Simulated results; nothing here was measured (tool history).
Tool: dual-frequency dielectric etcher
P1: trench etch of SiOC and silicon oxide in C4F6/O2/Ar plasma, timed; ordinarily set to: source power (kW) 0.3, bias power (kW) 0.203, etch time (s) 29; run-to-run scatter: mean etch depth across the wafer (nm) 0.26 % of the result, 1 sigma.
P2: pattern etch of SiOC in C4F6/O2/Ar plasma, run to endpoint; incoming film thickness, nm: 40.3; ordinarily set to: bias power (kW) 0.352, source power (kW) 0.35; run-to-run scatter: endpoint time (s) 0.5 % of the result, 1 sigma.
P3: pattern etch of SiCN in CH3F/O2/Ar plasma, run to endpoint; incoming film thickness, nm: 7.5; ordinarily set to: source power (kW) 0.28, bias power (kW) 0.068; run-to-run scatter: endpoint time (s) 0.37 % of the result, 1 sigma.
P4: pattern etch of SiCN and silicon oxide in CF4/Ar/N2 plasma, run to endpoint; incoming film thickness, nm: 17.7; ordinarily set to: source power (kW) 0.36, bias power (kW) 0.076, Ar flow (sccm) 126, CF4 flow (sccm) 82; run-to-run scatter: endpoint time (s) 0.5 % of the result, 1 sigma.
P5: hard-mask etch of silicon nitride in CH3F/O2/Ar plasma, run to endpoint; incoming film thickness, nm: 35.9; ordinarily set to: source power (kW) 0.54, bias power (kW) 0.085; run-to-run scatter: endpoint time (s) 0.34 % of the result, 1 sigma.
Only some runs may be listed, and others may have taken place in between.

run,day,process that ran,source power (kW),bias power (kW),etch time (s),Ar flow (sccm),CF4 flow (sccm),hours since the last wet clean,hours since the last source power generator calibration,hours since the last bias power generator calibration,mean etch depth across the wafer (nm),endpoint time (s)
1,0.188,P1,0.3,0.203,29,,,70.4,2602.6,585.8,53.511,
2,0.321,P1,0.18,0.203,29,,,73.6,2605.8,589,43.793,
3,0.546,P3,0.28,0.068,,,,79,2611.2,594.4,,22.453
4,0.817,P4,0.36,0.045,,126,82,85.5,2617.7,600.9,,28.299
5,1.067,P1,0.3,0.203,29,,,91.5,2623.7,606.9,53.356,
6,1.262,P1,0.3,0.203,29,,,96.2,2628.4,611.6,53.205,
7,1.429,P3,0.28,0.051,,,,100.2,2632.4,615.6,,24.915
8,1.579,P2,0.24,0.352,,,,103.8,2636,619.2,,18.869
9,1.75,P5,0.38,0.085,,,,107.9,2640.1,623.3,,49.459
10,1.988,P1,0.37,0.203,29,,,113.6,2645.8,629,57.868,
11,2.162,P3,0.28,0.068,,,,117.8,2650,633.2,,22.57
12,2.292,P1,0.3,0.203,17,,,120.9,2653.1,636.3,31.185,
13,2.504,P4,0.36,0.076,,126,82,126,2658.2,641.4,,23.885
14,2.733,P1,0.3,0.203,38.5,,,131.5,2663.7,646.9,70.943,
15,2.929,P1,0.3,0.203,29,,,136.2,2668.4,651.6,53.588,
16,3.175,P1,0.3,0.284,29,,,142.1,2674.3,657.5,59.641,
17,3.421,P1,0.3,0.203,29,,,148,2680.2,663.4,53.48,
18,3.629,P4,0.36,0.076,,126,60,153,2685.2,668.4,,24.784
19,3.796,P1,0.3,0.148,29,,,157,2689.2,672.4,47.952,
20,3.938,P5,0.54,0.054,,,,160.4,2692.6,675.8,,50.085
21,4.158,P2,0.35,0.352,,,,165.7,2697.9,681.1,,16.368
22,4.333,P1,0.3,0.203,29,,,169.9,2702.1,685.3,53.313,
23,4.488,P3,0.36,0.068,,,,173.6,2705.8,689,,20.52
24,4.721,P2,0.35,0.482,,,,179.2,2711.4,694.6,,14.58
25,4.921,P4,0.51,0.076,,126,82,184,2716.2,699.4,,17.339
26,5.096,P2,0.35,0.352,,,,188.2,2720.4,703.6,,16.444
27,5.308,P4,0.36,0.076,,100,82,193.3,2725.5,708.7,,23.175
28,5.446,P1,0.24,0.203,22.5,,,196.6,2728.8,712,38.035,
29,5.692,P1,0.3,0.203,29,,,202.5,2734.7,717.9,53.178,
30,5.958,P5,0.54,0.085,,,,208.9,2741.1,724.3,,43.116
31,6.1,P5,0.54,0.085,,,,212.3,2744.5,727.7,,43.041
32,6.246,P1,0.3,0.203,29,,,215.8,2748,731.2,53.293,
33,6.483,P1,0.3,0.203,29,,,221.5,2753.7,736.9,53.668,
34,6.617,P1,0.3,0.203,29,,,224.7,2756.9,740.1,53.728,
35,6.779,P1,0.3,0.203,29,,,228.6,2760.8,744,53.941,
36,6.967,P1,0.3,0.203,29,,,233.1,2765.3,748.5,54.108,
37,7.183,P1,0.3,0.203,29,,,238.3,2770.5,753.7,53.974,
38,7.367,P1,0.3,0.203,29,,,242.7,2774.9,758.1,54.075,
# day 7.479: wet clean of the chamber
39,7.5,P1,0.3,0.203,29,,,0.5,2778.1,761.3,54.025,
40,7.762,P1,0.3,0.203,29,,,6.8,2784.4,767.6,54.127,
41,7.933,P1,0.3,0.203,29,,,10.9,2788.5,771.7,54.071,
42,8.158,P1,0.3,0.203,29,,,16.3,2793.9,777.1,54.258,

The output of P1 has drifted from where it used to be. Each of the 2 causes below, taken at the size shown beside it, accounts for the log equally well:
A: source power that arrives over what is set, % = 4.18
B: bias power that arrives over what is set, % = 4.85
At approximately day 6.246, the process output began to creep.
Each remaining cause and why it is not a fit:
chamber walls in a state that raises the etch rate, %: serviced at day 7.479, after the drift had started, without restoring the earlier output

Which of the check runs below tells the causes apart, meaning the causes would give it clearly different results? Each run uses 3 wafers whose results are averaged, and each result is shown as a question mark.
check 1,8.383,P3,0.35,0.053,,,,,,,,?
check 2,8.383,P2,0.25,0.423,,,,,,,,?
check 3,8.383,P5,0.54,0.072,,,,,,,,?
check 4,8.383,P4,0.5,0.051,,126,82,,,,,?

What every check run would give for each of its results, assuming each possible cause in turn:
check,result,if A,if B
check 1,endpoint time (s),22.233,22.229
check 2,endpoint time (s),17.087,17.043
check 3,endpoint time (s),45.052,45.039
check 4,endpoint time (s),19.552,19.98
Distance between the nearest two causes, measured in the result of the check that separates them most: check 1 0.02 %; check 2 0.26 %; check 3 0.03 %; check 4 2.16 %
The other checks would show nearly matching results whichever cause is true, so check 4 is the only one that separates the causes.

Check 4 was carried out, with these results: endpoint time (s) 19.992. Which of the listed causes is responsible?

The correct cause is B, namely: bias power that arrives over what is set, %.
